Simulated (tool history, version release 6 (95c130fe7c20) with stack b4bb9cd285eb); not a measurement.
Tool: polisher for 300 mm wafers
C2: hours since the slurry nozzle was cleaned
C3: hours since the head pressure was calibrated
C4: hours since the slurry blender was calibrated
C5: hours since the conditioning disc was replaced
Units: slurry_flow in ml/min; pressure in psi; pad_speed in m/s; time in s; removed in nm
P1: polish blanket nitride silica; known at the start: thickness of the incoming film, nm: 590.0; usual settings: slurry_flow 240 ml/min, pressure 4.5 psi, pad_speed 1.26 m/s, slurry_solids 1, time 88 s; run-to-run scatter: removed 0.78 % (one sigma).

Run 1, day 0.225: slurry_flow 240 ml/min, pressure 4.5 psi, pad_speed 1.26 m/s, slurry_solids 1, time 88 s; wafers polished on this pad 397; C2 231.1; C3 123.2; C4 201.6; C5 72.7. Result: removed 92.222 nm.
Run 2, day 0.458: slurry_flow 240 ml/min, pressure 4.5 psi, pad_speed 1.26 m/s, slurry_solids 1, time 44 s; wafers polished on this pad 453; C2 236.7; C3 128.8; C4 207.2; C5 78.3. Result: removed 46.052 nm.
Run 3, day 0.579: slurry_flow 240 ml/min, pressure 4.5 psi, pad_speed 1.26 m/s, slurry_solids 1, time 88 s; wafers polished on this pad 481; C2 239.6; C3 131.7; C4 210.1; C5 81.2. Result: removed 92.516 nm.
Run 4, day 0.804: slurry_flow 240 ml/min, pressure 4.5 psi, pad_speed 1.26 m/s, slurry_solids 1, time 88 s; wafers polished on this pad 534; C2 245; C3 137.1; C4 215.5; C5 86.6. Result: removed 93.382 nm.
Run 5, day 0.912: slurry_flow 240 ml/min, pressure 4.5 psi, pad_speed 0.84 m/s, slurry_solids 1, time 88 s; wafers polished on this pad 560; C2 247.6; C3 139.7; C4 218.1; C5 89.2. Result: removed 67.433 nm.
Run 6, day 1.062: slurry_flow 240 ml/min, pressure 4.5 psi, pad_speed 1.26 m/s, slurry_solids 1, time 88 s; wafers polished on this pad 596; C2 251.2; C3 143.3; C4 221.7; C5 92.8. Result: removed 91.994 nm.
Run 7, day 1.296: slurry_flow 240 ml/min, pressure 4.5 psi, pad_speed 1.92 m/s, slurry_solids 1, time 88 s; wafers polished on this pad 651; C2 256.8; C3 148.9; C4 227.3; C5 98.4. Result: removed 131.5 nm.
Run 8, day 1.412: slurry_flow 240 ml/min, pressure 4.5 psi, pad_speed 1.26 m/s, slurry_solids 1, time 88 s; wafers polished on this pad 679; C2 259.6; C3 151.7; C4 230.1; C5 101.2. Result: removed 92.221 nm.
Run 9, day 1.583: slurry_flow 240 ml/min, pressure 4.5 psi, pad_speed 1.26 m/s, slurry_solids 0.55, time 88 s; wafers polished on this pad 719; C2 263.7; C3 155.8; C4 234.2; C5 105.3. Result: removed 66.852 nm.
At day 1.671: slurry blender recalibrated.
Run 10, day 1.733: slurry_flow 240 ml/min, pressure 4.5 psi, pad_speed 1.26 m/s, slurry_solids 1, time 137 s; wafers polished on this pad 755; C2 267.3; C3 159.4; C4 1.5; C5 108.9. Result: removed 144.5 nm.
Run 11, day 1.85: slurry_flow 240 ml/min, pressure 2 psi, pad_speed 1.26 m/s, slurry_solids 1, time 88 s; wafers polished on this pad 782; C2 270.1; C3 162.2; C4 4.3; C5 111.7. Result: removed 40.603 nm.
Run 12, day 2.029: slurry_flow 375 ml/min, pressure 4.5 psi, pad_speed 1.26 m/s, slurry_solids 1, time 88 s; wafers polished on this pad 825; C2 274.4; C3 166.5; C4 8.6; C5 116. Result: removed 96.04 nm.
Run 13, day 2.212: slurry_flow 240 ml/min, pressure 6.3 psi, pad_speed 1.26 m/s, slurry_solids 1.35, time 88 s; wafers polished on this pad 868; C2 278.8; C3 170.9; C4 13; C5 120.4. Result: removed 146.16 nm.
Run 14, day 2.396: slurry_flow 240 ml/min, pressure 4.5 psi, pad_speed 0.86 m/s, slurry_solids 0.7, time 88 s; wafers polished on this pad 912; C2 283.2; C3 175.3; C4 17.4; C5 124.8. Result: removed 57.107 nm.
Run 15, day 2.575: slurry_flow 155 ml/min, pressure 4.5 psi, pad_speed 1.26 m/s, slurry_solids 1, time 88 s; wafers polished on this pad 954; C2 287.5; C3 179.6; C4 21.7; C5 129.1. Result: removed 87.514 nm.
Run 16, day 2.733: slurry_flow 240 ml/min, pressure 4.5 psi, pad_speed 1.26 m/s, slurry_solids 1, time 88 s; wafers polished on this pad 992; C2 291.3; C3 183.4; C4 25.5; C5 132.9. Result: removed 92.072 nm.
Run 17, day 2.95: slurry_flow 240 ml/min, pressure 4.5 psi, pad_speed 1.26 m/s, slurry_solids 1.25, time 88 s; wafers polished on this pad 1043; C2 296.5; C3 188.6; C4 30.7; C5 138.1. Result: removed 103.05 nm.
Run 18, day 3.162: slurry_flow 240 ml/min, pressure 6.8 psi, pad_speed 1.26 m/s, slurry_solids 1, time 88 s; wafers polished on this pad 1093; C2 301.6; C3 193.7; C4 35.8; C5 143.2. Result: removed 140.24 nm.
Run 19, day 3.354: slurry_flow 145 ml/min, pressure 4.5 psi, pad_speed 1.7 m/s, slurry_solids 1, time 88 s; wafers polished on this pad 1139; C2 306.2; C3 198.3; C4 40.4; C5 147.8. Result: removed 108.54 nm.
Run 20, day 3.508: slurry_flow 240 ml/min, pressure 4.5 psi, pad_speed 1.26 m/s, slurry_solids 1, time 88 s; wafers polished on this pad 1175; C2 309.9; C3 202; C4 44.1; C5 151.5. Result: removed 92.695 nm.
Run 21, day 3.754: slurry_flow 240 ml/min, pressure 4.5 psi, pad_speed 1.26 m/s, slurry_solids 1, time 88 s; wafers polished on this pad 1234; C2 315.8; C3 207.9; C4 50; C5 157.4. Result: removed 92.966 nm.
Run 22, day 3.904: slurry_flow 240 ml/min, pressure 4.5 psi, pad_speed 1.26 m/s, slurry_solids 1, time 88 s; wafers polished on this pad 1269; C2 319.4; C3 211.5; C4 53.6; C5 161. Result: removed 88.922 nm.
Run 23, day 4.146: slurry_flow 240 ml/min, pressure 4.5 psi, pad_speed 1.26 m/s, slurry_solids 1, time 88 s; wafers polished on this pad 1326; C2 325.2; C3 217.3; C4 59.4; C5 166.8. Result: removed 88.519 nm.
Run 24, day 4.392: slurry_flow 240 ml/min, pressure 4.5 psi, pad_speed 1.26 m/s, slurry_solids 1, time 88 s; wafers polished on this pad 1385; C2 331.1; C3 223.2; C4 65.3; C5 172.7. Result: removed 85.948 nm.
At day 4.446: head pressure recalibrated.
At day 4.488: conditioning disc replaced and pad reconditioned.
Run 25, day 4.554: slurry_flow 240 ml/min, pressure 4.5 psi, pad_speed 1.26 m/s, slurry_solids 1, time 88 s; wafers polished on this pad 1423; C2 335; C3 2.6; C4 69.2; C5 1.6. Result: removed 86.454 nm.
Run 26, day 4.733: slurry_flow 240 ml/min, pressure 4.5 psi, pad_speed 1.26 m/s, slurry_solids 1, time 88 s; wafers polished on this pad 1466; C2 339.3; C3 6.9; C4 73.5; C5 5.9. Result: removed 86.633 nm.
At day 4.804: slurry nozzle cleaned.
Run 27, day 4.988: slurry_flow 240 ml/min, pressure 4.5 psi, pad_speed 1.26 m/s, slurry_solids 1, time 88 s; wafers polished on this pad 1526; C2 4.4; C3 13; C4 79.6; C5 12. Result: removed 84.134 nm.
Run 28, day 5.162: slurry_flow 240 ml/min, pressure 4.5 psi, pad_speed 1.26 m/s, slurry_solids 1, time 88 s; wafers polished on this pad 1567; C2 8.6; C3 17.2; C4 83.8; C5 16.2. Result: removed 85.878 nm.

What P1 gives has crept away from where it was. These 2 causes fit the log equally well, each at the size given:
A: abrasive missing from the slurry, % = 16
B: removal rate lost through wear of the pad, % = 7.98
The creep began at about day 3.754.
Why every other cause is out:
slurry flow missing at the pad, %: serviced at day 4.804, which brought nothing back
head's pressure below its setpoint, %: serviced at day 4.446, which brought nothing back
time polished since the conditioner stopped cutting, s: serviced at day 4.488, which brought nothing back

4 check runs are offered, each on 5 wafers whose results are averaged, their results left as question marks. Which one tells the causes apart?
Run check 1, day 5.338: slurry_flow 240 ml/min, pressure 4.5 psi, pad_speed 1.26 m/s, slurry_solids 0.55, time 88 s. Result: removed ?.
Run check 2, day 5.338: slurry_flow 370 ml/min, pressure 4.5 psi, pad_speed 1.64 m/s, slurry_solids 1, time 88 s. Result: removed ?.
Run check 3, day 5.338: slurry_flow 175 ml/min, pressure 2 psi, pad_speed 1.26 m/s, slurry_solids 1, time 88 s. Result: removed ?.
Run check 4, day 5.338: slurry_flow 240 ml/min, pressure 4.5 psi, pad_speed 1.9 m/s, slurry_solids 1, time 130 s. Result: removed ?.

What each check would give under each cause:
  check   result    if A    if B
check 1  removed  60.473  62.033
check 2  removed  109.34  109.32
check 3  removed  36.306  36.301
check 4  removed  174.65  174.63
How far apart the two closest causes lie, in the result that separates them most: check 1 2.55 %; check 2 0.01 %; check 3 0.01 %; check 4 0.01 %
Only check 1 tells the causes apart: in the others they would give nearly the same result.

Check 1 was then run and gave: removed 60.437 nm. Which cause is it?

It is A: abrasive missing from the slurry, %.
